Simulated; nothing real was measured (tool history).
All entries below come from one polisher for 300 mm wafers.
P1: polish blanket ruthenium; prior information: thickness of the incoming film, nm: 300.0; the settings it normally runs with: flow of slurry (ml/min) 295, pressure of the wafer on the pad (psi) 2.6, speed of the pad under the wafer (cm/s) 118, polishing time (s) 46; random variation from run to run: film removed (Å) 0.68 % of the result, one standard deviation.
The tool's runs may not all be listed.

run	hour	flow of slurry (ml/min)	pressure of the wafer on the pad (psi)	speed of the pad under the wafer (cm/s)	polishing time (s)	wafers polished on this pad	hours since the slurry nozzle was cleaned	hours since the head pressure was calibrated	film removed (Å)
1	6.7	295	2.6	118	46	325	61.9	193.9	803.77
2	12.4	295	1.8	118	46	380	67.6	199.6	550.7
3	17.8	440	4	118	46	432	73	205	1257.9
4	28.9	295	2.6	118	21	539	84.1	216.1	362.2
5	37.7	295	2.6	54	46	624	92.9	224.9	359.9
6	44.5	175	2.6	118	46	689	99.7	231.7	746.5
7	50.9	295	2.6	118	46	751	106.1	238.1	803.7
8	60.3	295	2.6	118	46	841	115.5	247.5	799.07
9	66.7	295	2.6	118	46	903	121.9	253.9	795.52
10	77.6	295	2.6	118	46	1008	132.8	264.8	783.31
11	87.4	295	2.6	118	73	1103	142.6	274.6	1268.8
12	94.3	295	2.6	118	46	1169	149.5	281.5	790.29
# hour 104.3: head pressure recalibrated
13	105.1	295	2.6	154	46	1273	160.3	0.8	1047.6
14	116.3	295	3.4	118	46	1381	171.5	12	1039.3
15	127.5	405	2.6	118	46	1489	182.7	23.2	827.58
16	135.5	295	2.6	118	46	1566	190.7	31.2	799.78
17	147.3	295	2.6	118	46	1680	202.5	43	780.45
18	157.9	295	2.6	118	46	1782	213.1	53.6	781.65
19	166.3	295	2.6	118	46	1863	221.5	62	769.93
20	175.8	295	2.6	118	46	1955	231	71.5	770.86
21	182.9	295	2.6	118	46	2023	238.1	78.6	768.43
# hour 189.3: worn pad replaced by a new one
22	192.6	295	2.6	118	46	32	247.8	88.3	768.87
23	201.8	295	2.6	118	46	121	257	97.5	778.26
24	207.6	295	2.6	118	46	177	262.8	103.3	760.42
25	217.5	295	2.6	118	46	272	272.7	113.2	764.73
26	224.6	295	2.6	118	46	341	279.8	120.3	772.65

P1 has crept away from where it was. The log is fitted equally well by each of these 2 causes, at the sizes shown:
A: slurry flow missing at the pad, % = 30.8
B: head's pressure below its setpoint, % = 3.97
The onset of the drift is placed at about hour 135.5.
Other possible causes, and why each is ruled out:
removal rate lost through wear of the pad, %: serviced at hour 189.3, which brought nothing back

Which of the 4 check runs listed below, each an average over 5 wafers with its results shown as question marks, gives clearly different results under the different listed causes?
check 1	231.7	295	2.6	90	46				?
check 2	231.7	175	2.6	118	35				?
check 3	231.7	295	2.6	88	46				?
check 4	231.7	295	3.1	118	27				?

Predicted outcomes, by check and by cause:
check	result	if A	if B
check 1	film removed (Å)	582.7	582.68
check 2	film removed (Å)	532.55	546.3
check 3	film removed (Å)	569.75	569.73
check 4	film removed (Å)	534.66	534.64
Minimum pairwise separation of causes per check, each pair taken at its best-separating result: check 1 0 %; check 2 2.55 %; check 3 0 %; check 4 0 %
The other checks would show nearly matching results whichever cause is true, so check 2 is the only one that separates the causes.

The results of check 2 are: film removed (Å) 530.93. Based on these, which of the listed causes is it?

The correct cause is A, namely: slurry flow missing at the pad, %.
